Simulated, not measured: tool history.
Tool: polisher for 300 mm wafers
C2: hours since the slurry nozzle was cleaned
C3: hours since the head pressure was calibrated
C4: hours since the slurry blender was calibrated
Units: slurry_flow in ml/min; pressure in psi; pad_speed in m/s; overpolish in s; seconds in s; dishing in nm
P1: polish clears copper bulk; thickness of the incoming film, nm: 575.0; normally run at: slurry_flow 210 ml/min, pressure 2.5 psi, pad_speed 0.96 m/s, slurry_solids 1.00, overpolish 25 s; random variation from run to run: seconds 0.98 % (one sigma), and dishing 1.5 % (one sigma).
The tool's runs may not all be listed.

run 1 hour=10.4 | slurry_flow=210 pressure=2.5 pad_speed=0.96 slurry_solids=1.00 overpolish=25 | wafers_polished_on_this_pad=602 C2=101.5 C3=306.3 C4=113.4 | seconds=86.911 dishing=91.023
run 2 hour=19.6 | slurry_flow=210 pressure=3.7 pad_speed=0.96 slurry_solids=1.00 overpolish=25 | wafers_polished_on_this_pad=675 C2=110.7 C3=315.5 C4=122.6 | seconds=58.820 dishing=123.100
run 3 hour=31.9 | slurry_flow=210 pressure=2.5 pad_speed=0.96 slurry_solids=1.00 overpolish=25 | wafers_polished_on_this_pad=772 C2=123.0 C3=327.8 C4=134.9 | seconds=86.979 dishing=90.272
run 4 hour=39.1 | slurry_flow=210 pressure=2.5 pad_speed=1.42 slurry_solids=1.00 overpolish=25 | wafers_polished_on_this_pad=829 C2=130.2 C3=335.0 C4=142.1 | seconds=59.488 dishing=116.580
run 5 hour=47.8 | slurry_flow=265 pressure=3.6 pad_speed=0.96 slurry_solids=1.00 overpolish=25 | wafers_polished_on_this_pad=898 C2=138.9 C3=343.7 C4=150.8 | seconds=59.520 dishing=125.630
run 6 hour=59.8 | slurry_flow=145 pressure=2.5 pad_speed=1.42 slurry_solids=1.00 overpolish=25 | wafers_polished_on_this_pad=994 C2=150.9 C3=355.7 C4=162.8 | seconds=61.515 dishing=114.360
run 7 hour=68.1 | slurry_flow=125 pressure=2.5 pad_speed=0.96 slurry_solids=1.00 overpolish=25 | wafers_polished_on_this_pad=1059 C2=159.2 C3=364.0 C4=171.1 | seconds=95.430 dishing=86.199
run 8 hour=80.4 | slurry_flow=210 pressure=2.5 pad_speed=0.96 slurry_solids=1.00 overpolish=25 | wafers_polished_on_this_pad=1157 C2=171.5 C3=376.3 C4=183.4 | seconds=86.790 dishing=92.876
-- hour=80.8 head pressure recalibrated
run 9 hour=94.2 | slurry_flow=300 pressure=2.5 pad_speed=0.96 slurry_solids=1.00 overpolish=25 | wafers_polished_on_this_pad=1267 C2=185.3 C3=13.5 C4=197.2 | seconds=83.570 dishing=94.565
run 10 hour=109.2 | slurry_flow=210 pressure=2.5 pad_speed=0.96 slurry_solids=1.00 overpolish=8 | wafers_polished_on_this_pad=1386 C2=200.3 C3=28.5 C4=212.2 | seconds=86.623 dishing=37.323
run 11 hour=123.5 | slurry_flow=210 pressure=2.5 pad_speed=0.96 slurry_solids=0.75 overpolish=25 | wafers_polished_on_this_pad=1499 C2=214.6 C3=42.8 C4=226.5 | seconds=92.056 dishing=88.204
run 12 hour=136.4 | slurry_flow=210 pressure=2.5 pad_speed=0.96 slurry_solids=1.00 overpolish=25 | wafers_polished_on_this_pad=1602 C2=227.5 C3=55.7 C4=239.4 | seconds=87.749 dishing=92.193
run 13 hour=144.8 | slurry_flow=210 pressure=2.5 pad_speed=0.96 slurry_solids=1.00 overpolish=45 | wafers_polished_on_this_pad=1668 C2=235.9 C3=64.1 C4=247.8 | seconds=87.181 dishing=128.360
run 14 hour=153.6 | slurry_flow=210 pressure=2.5 pad_speed=0.56 slurry_solids=1.00 overpolish=25 | wafers_polished_on_this_pad=1738 C2=244.7 C3=72.9 C4=256.6 | seconds=150.360 dishing=62.829
run 15 hour=165.6 | slurry_flow=210 pressure=1.2 pad_speed=0.96 slurry_solids=1.00 overpolish=25 | wafers_polished_on_this_pad=1833 C2=256.7 C3=84.9 C4=268.6 | seconds=183.760 dishing=49.221
run 16 hour=175.3 | slurry_flow=210 pressure=2.5 pad_speed=0.96 slurry_solids=1.35 overpolish=25 | wafers_polished_on_this_pad=1910 C2=266.4 C3=94.6 C4=278.3 | seconds=81.280 dishing=97.154
run 17 hour=183.8 | slurry_flow=210 pressure=2.5 pad_speed=0.96 slurry_solids=1.00 overpolish=25 | wafers_polished_on_this_pad=1978 C2=274.9 C3=103.1 C4=286.8 | seconds=87.244 dishing=90.113
run 18 hour=197.0 | slurry_flow=210 pressure=2.5 pad_speed=0.96 slurry_solids=1.00 overpolish=25 | wafers_polished_on_this_pad=2083 C2=288.1 C3=116.3 C4=300.0 | seconds=89.281 dishing=87.281
run 19 hour=207.3 | slurry_flow=210 pressure=2.5 pad_speed=0.96 slurry_solids=1.00 overpolish=25 | wafers_polished_on_this_pad=2164 C2=298.4 C3=126.6 C4=310.3 | seconds=90.201 dishing=88.855
run 20 hour=214.5 | slurry_flow=210 pressure=2.5 pad_speed=0.96 slurry_solids=1.00 overpolish=25 | wafers_polished_on_this_pad=2221 C2=305.6 C3=133.8 C4=317.5 | seconds=90.955 dishing=90.988
-- hour=225.3 head pressure recalibrated
run 21 hour=227.1 | slurry_flow=210 pressure=2.5 pad_speed=0.96 slurry_solids=1.00 overpolish=25 | wafers_polished_on_this_pad=2321 C2=318.2 C3=1.9 C4=330.1 | seconds=92.095 dishing=91.425
-- hour=237.3 worn pad replaced by a new one
run 22 hour=242.5 | slurry_flow=210 pressure=2.5 pad_speed=0.96 slurry_solids=1.00 overpolish=25 | wafers_polished_on_this_pad=41 C2=333.6 C3=17.3 C4=345.5 | seconds=92.701 dishing=87.896
run 23 hour=251.7 | slurry_flow=210 pressure=2.5 pad_speed=0.96 slurry_solids=1.00 overpolish=25 | wafers_polished_on_this_pad=114 C2=342.8 C3=26.5 C4=354.7 | seconds=93.084 dishing=87.119
run 24 hour=260.1 | slurry_flow=210 pressure=2.5 pad_speed=0.96 slurry_solids=1.00 overpolish=25 | wafers_polished_on_this_pad=181 C2=351.2 C3=34.9 C4=363.1 | seconds=92.380 dishing=89.681
run 25 hour=274.5 | slurry_flow=210 pressure=2.5 pad_speed=0.96 slurry_solids=1.00 overpolish=25 | wafers_polished_on_this_pad=295 C2=365.6 C3=49.3 C4=377.5 | seconds=93.702 dishing=90.185

What P1 gives has crept away from where it was. These 2 causes fit the log equally well, each at the size given:
A: slurry flow missing at the pad, % = 34.5
B: abrasive missing from the slurry, % = 26.5
The creep began at about hour 183.8.
Why every other cause is out:
removal rate lost through wear of the pad, %: serviced at hour 237.3, which brought nothing back
head's pressure below its setpoint, %: serviced at hour 225.3, which brought nothing back

4 check runs are offered, each on 5 wafers whose results are averaged, their results left as question marks. Which one tells the causes apart?
run check 1 hour=288.9 | slurry_flow=210 pressure=3.4 pad_speed=0.96 slurry_solids=1.00 overpolish=25 | seconds=? dishing=?
run check 2 hour=288.9 | slurry_flow=210 pressure=2.5 pad_speed=0.68 slurry_solids=1.00 overpolish=25 | seconds=? dishing=?
run check 3 hour=288.9 | slurry_flow=210 pressure=2.5 pad_speed=1.22 slurry_solids=1.00 overpolish=25 | seconds=? dishing=?
run check 4 hour=288.9 | slurry_flow=125 pressure=2.5 pad_speed=0.96 slurry_solids=1.00 overpolish=25 | seconds=? dishing=?

What each check would give under each cause:
check=check_1 result=seconds if_A=68.449 if_B=68.442
check=check_1 result=dishing if_A=112.880 if_B=112.880
check=check_2 result=seconds if_A=131.420 if_B=131.410
check=check_2 result=dishing if_A=68.623 if_B=68.629
check=check_3 result=seconds if_A=73.252 if_B=73.245
check=check_3 result=dishing if_A=103.120 if_B=103.120
check=check_4 result=seconds if_A=105.210 if_B=101.180
check=check_4 result=dishing if_A=80.967 if_B=83.256
How far apart the two closest causes lie, in the result that separates them most: check 1 0.01 %; check 2 0.01 %; check 3 0.01 %; check 4 3.91 %
Only check 4 tells the causes apart: in the others they would give nearly the same result.

Check 4 was then run and gave: seconds 105.380 s; dishing 81.961 nm. Which cause is it?

It is A: slurry flow missing at the pad, %.
